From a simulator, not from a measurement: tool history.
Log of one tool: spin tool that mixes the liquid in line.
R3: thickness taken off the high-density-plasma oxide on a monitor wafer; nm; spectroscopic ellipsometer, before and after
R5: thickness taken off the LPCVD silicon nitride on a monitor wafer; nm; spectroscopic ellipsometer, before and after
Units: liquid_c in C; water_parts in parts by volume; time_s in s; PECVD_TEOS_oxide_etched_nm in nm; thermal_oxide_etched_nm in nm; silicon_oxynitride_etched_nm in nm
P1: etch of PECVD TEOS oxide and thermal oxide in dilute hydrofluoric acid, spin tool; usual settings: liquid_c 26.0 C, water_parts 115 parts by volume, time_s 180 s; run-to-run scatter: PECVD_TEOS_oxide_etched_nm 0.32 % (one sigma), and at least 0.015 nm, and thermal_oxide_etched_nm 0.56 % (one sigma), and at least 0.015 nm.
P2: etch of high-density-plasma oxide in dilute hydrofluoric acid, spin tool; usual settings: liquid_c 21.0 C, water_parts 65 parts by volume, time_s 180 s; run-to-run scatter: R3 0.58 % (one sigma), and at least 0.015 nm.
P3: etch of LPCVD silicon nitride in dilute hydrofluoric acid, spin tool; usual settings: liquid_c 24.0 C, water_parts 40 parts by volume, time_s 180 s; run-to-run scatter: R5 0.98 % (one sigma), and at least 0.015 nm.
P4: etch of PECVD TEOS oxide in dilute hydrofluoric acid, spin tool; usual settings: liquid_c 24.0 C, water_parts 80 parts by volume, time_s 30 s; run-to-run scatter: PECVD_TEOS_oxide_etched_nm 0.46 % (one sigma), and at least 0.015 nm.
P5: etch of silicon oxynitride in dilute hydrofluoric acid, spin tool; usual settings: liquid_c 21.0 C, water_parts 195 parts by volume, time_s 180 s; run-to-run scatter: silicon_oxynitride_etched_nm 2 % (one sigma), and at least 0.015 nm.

Run 1, hour 2.6: process P1, liquid_c 26.0 C, water_parts 115 parts by volume, time_s 180 s. Result: PECVD_TEOS_oxide_etched_nm 20.3500 nm, thermal_oxide_etched_nm 7.9430 nm.
Run 2, hour 5.1: process P2, liquid_c 21.0 C, water_parts 65 parts by volume, time_s 180 s. Result: R3 13.2800 nm.
Run 3, hour 8.9: process P5, liquid_c 17.0 C, water_parts 195 parts by volume, time_s 180 s. Result: silicon_oxynitride_etched_nm 1.0403 nm.
Run 4, hour 12.4: process P2, liquid_c 27.0 C, water_parts 65 parts by volume, time_s 180 s. Result: R3 17.0430 nm.
Run 5, hour 16.1: process P1, liquid_c 33.5 C, water_parts 115 parts by volume, time_s 180 s. Result: PECVD_TEOS_oxide_etched_nm 26.7770 nm, thermal_oxide_etched_nm 10.3360 nm.
Run 6, hour 20.4: process P4, liquid_c 17.0 C, water_parts 80 parts by volume, time_s 30 s. Result: PECVD_TEOS_oxide_etched_nm 3.9732 nm.
Run 7, hour 22.9: process P4, liquid_c 24.0 C, water_parts 80 parts by volume, time_s 30 s. Result: PECVD_TEOS_oxide_etched_nm 5.2957 nm.
Run 8, hour 25.7: process P1, liquid_c 26.0 C, water_parts 115 parts by volume, time_s 180 s. Result: PECVD_TEOS_oxide_etched_nm 20.4610 nm, thermal_oxide_etched_nm 7.7661 nm.
Run 9, hour 28.9: process P3, liquid_c 17.5 C, water_parts 40 parts by volume, time_s 180 s. Result: R5 1.4853 nm.
Run 10, hour 31.0: process P5, liquid_c 21.0 C, water_parts 195 parts by volume, time_s 180 s. Result: silicon_oxynitride_etched_nm 1.2484 nm.
Run 11, hour 33.1: process P3, liquid_c 24.0 C, water_parts 40 parts by volume, time_s 345 s. Result: R5 4.4791 nm.
Run 12, hour 35.1: process P1, liquid_c 26.0 C, water_parts 115 parts by volume, time_s 180 s. Result: PECVD_TEOS_oxide_etched_nm 20.3540 nm, thermal_oxide_etched_nm 7.8044 nm.
Run 13, hour 38.5: process P1, liquid_c 19.0 C, water_parts 175 parts by volume, time_s 180 s. Result: PECVD_TEOS_oxide_etched_nm 9.5069 nm, thermal_oxide_etched_nm 3.6421 nm.
Run 14, hour 41.0: process P1, liquid_c 26.0 C, water_parts 115 parts by volume, time_s 180 s. Result: PECVD_TEOS_oxide_etched_nm 20.2490 nm, thermal_oxide_etched_nm 7.8456 nm.
Run 15, hour 45.2: process P1, liquid_c 26.0 C, water_parts 30 parts by volume, time_s 180 s. Result: PECVD_TEOS_oxide_etched_nm 86.8300 nm, thermal_oxide_etched_nm 33.7420 nm.
Run 16, hour 49.2: process P3, liquid_c 24.0 C, water_parts 40 parts by volume, time_s 180 s. Result: R5 2.3009 nm.
Run 17, hour 51.9: process P1, liquid_c 26.0 C, water_parts 115 parts by volume, time_s 45 s. Result: PECVD_TEOS_oxide_etched_nm 5.0773 nm, thermal_oxide_etched_nm 1.9604 nm.
Run 18, hour 54.5: process P3, liquid_c 24.0 C, water_parts 20 parts by volume, time_s 180 s. Result: R5 4.5715 nm.
Run 19, hour 57.6: process P2, liquid_c 21.0 C, water_parts 95 parts by volume, time_s 180 s. Result: R3 8.7697 nm.
Run 20, hour 61.3: process P4, liquid_c 24.0 C, water_parts 140 parts by volume, time_s 30 s. Result: PECVD_TEOS_oxide_etched_nm 2.8365 nm.
Run 21, hour 65.6: process P5, liquid_c 21.0 C, water_parts 195 parts by volume, time_s 260 s. Result: silicon_oxynitride_etched_nm 1.8223 nm.
Run 22, hour 70.0: process P1, liquid_c 26.0 C, water_parts 210 parts by volume, time_s 180 s. Result: PECVD_TEOS_oxide_etched_nm 9.9789 nm, thermal_oxide_etched_nm 3.8544 nm.

Forecast run 23:
Run 23, hour 73.7: process P5, liquid_c 21.0 C, water_parts 195 parts by volume, time_s 180 s. Result: silicon_oxynitride_etched_nm ?.

silicon_oxynitride_etched_nm: 1.3032 nm

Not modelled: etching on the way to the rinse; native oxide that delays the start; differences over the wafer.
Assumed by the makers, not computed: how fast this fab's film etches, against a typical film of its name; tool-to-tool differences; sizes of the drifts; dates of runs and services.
